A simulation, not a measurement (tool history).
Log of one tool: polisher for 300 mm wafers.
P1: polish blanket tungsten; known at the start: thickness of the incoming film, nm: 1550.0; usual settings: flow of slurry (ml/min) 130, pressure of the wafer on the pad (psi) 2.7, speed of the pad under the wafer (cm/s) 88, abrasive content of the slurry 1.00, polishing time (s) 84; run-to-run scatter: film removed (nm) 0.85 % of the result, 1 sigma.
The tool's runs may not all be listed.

run	day	flow of slurry (ml/min)	pressure of the wafer on the pad (psi)	speed of the pad under the wafer (cm/s)	abrasive content of the slurry	polishing time (s)	film removed (nm)
1	0.204	130	2.7	88	1.00	84	228.58
2	0.346	85	2.7	88	1.00	84	206.40
3	0.562	130	1.4	88	1.00	84	118.96
4	0.817	130	2.7	88	1.00	84	230.63
5	1.008	130	2.7	126	1.00	84	325.57
6	1.275	130	2.7	88	0.75	84	212.99
7	1.408	130	2.7	88	1.50	84	257.07
8	1.558	130	2.7	88	1.00	107	291.60
9	1.679	130	2.7	88	1.00	38	103.09
10	1.854	200	2.7	88	1.00	84	247.21
11	1.983	130	3.4	52	1.00	84	170.15
12	2.229	130	2.7	88	1.00	84	224.92
13	2.412	130	2.7	40	1.00	84	103.28
14	2.638	130	3.7	88	1.00	84	314.09
15	2.767	130	2.7	88	1.00	84	229.82
16	2.942	130	2.7	88	1.00	84	223.48
17	3.150	130	2.7	88	1.00	84	224.27
18	3.354	130	2.7	88	1.00	84	222.87
19	3.542	130	2.7	88	1.00	84	219.69
20	3.729	130	2.7	88	1.00	84	213.87
21	3.975	130	2.7	88	1.00	84	210.87
# day 4.112: worn pad replaced by a new one
22	4.162	130	2.7	88	1.00	84	209.22
23	4.362	130	2.7	88	1.00	84	212.81
24	4.550	130	2.7	88	1.00	84	206.89
# day 4.600: slurry tank refilled with fresh slurry and peroxide
# day 4.712: slurry blender recalibrated
25	4.712	130	2.7	88	1.00	84	208.04
26	4.917	130	2.7	88	1.00	84	206.55
27	5.171	130	2.7	88	1.00	84	210.24
28	5.346	130	2.7	88	1.00	84	205.82

What P1 gives has crept away from where it was. These 2 causes fit the log equally well, each at the size given:
A: slurry flow missing at the pad, % = 35.5
B: head's pressure below its setpoint, % = 9.95
The creep began at about day 3.150.
Why every other cause is out:
removal rate lost through wear of the pad, %: serviced at day 4.112, which brought nothing back
abrasive missing from the slurry, %: serviced at day 4.712, which brought nothing back
peroxide lost from the slurry, %: serviced at day 4.600, which brought nothing back

4 check runs are offered, each on 5 wafers whose results are averaged, their results left as question marks. Which one tells the causes apart?
check 1	5.521	130	2.7	64	1.00	84	?
check 2	5.521	130	2.7	56	1.00	84	?
check 3	5.521	130	1.4	88	1.00	84	?
check 4	5.521	180	2.7	88	1.00	84	?

What each check would give under each cause:
check	result	if A	if B
check 1	film removed (nm)	149.53	149.55
check 2	film removed (nm)	130.84	130.86
check 3	film removed (nm)	106.61	106.63
check 4	film removed (nm)	223.10	217.26
How far apart the two closest causes lie, in the result that separates them most: check 1 0.02 %; check 2 0.02 %; check 3 0.02 %; check 4 2.65 %
Only check 4 tells the causes apart: in the others they would give nearly the same result.

Check 4 was then run and gave: film removed (nm) 222.16. Which cause is it?

It is A: slurry flow missing at the pad, %.
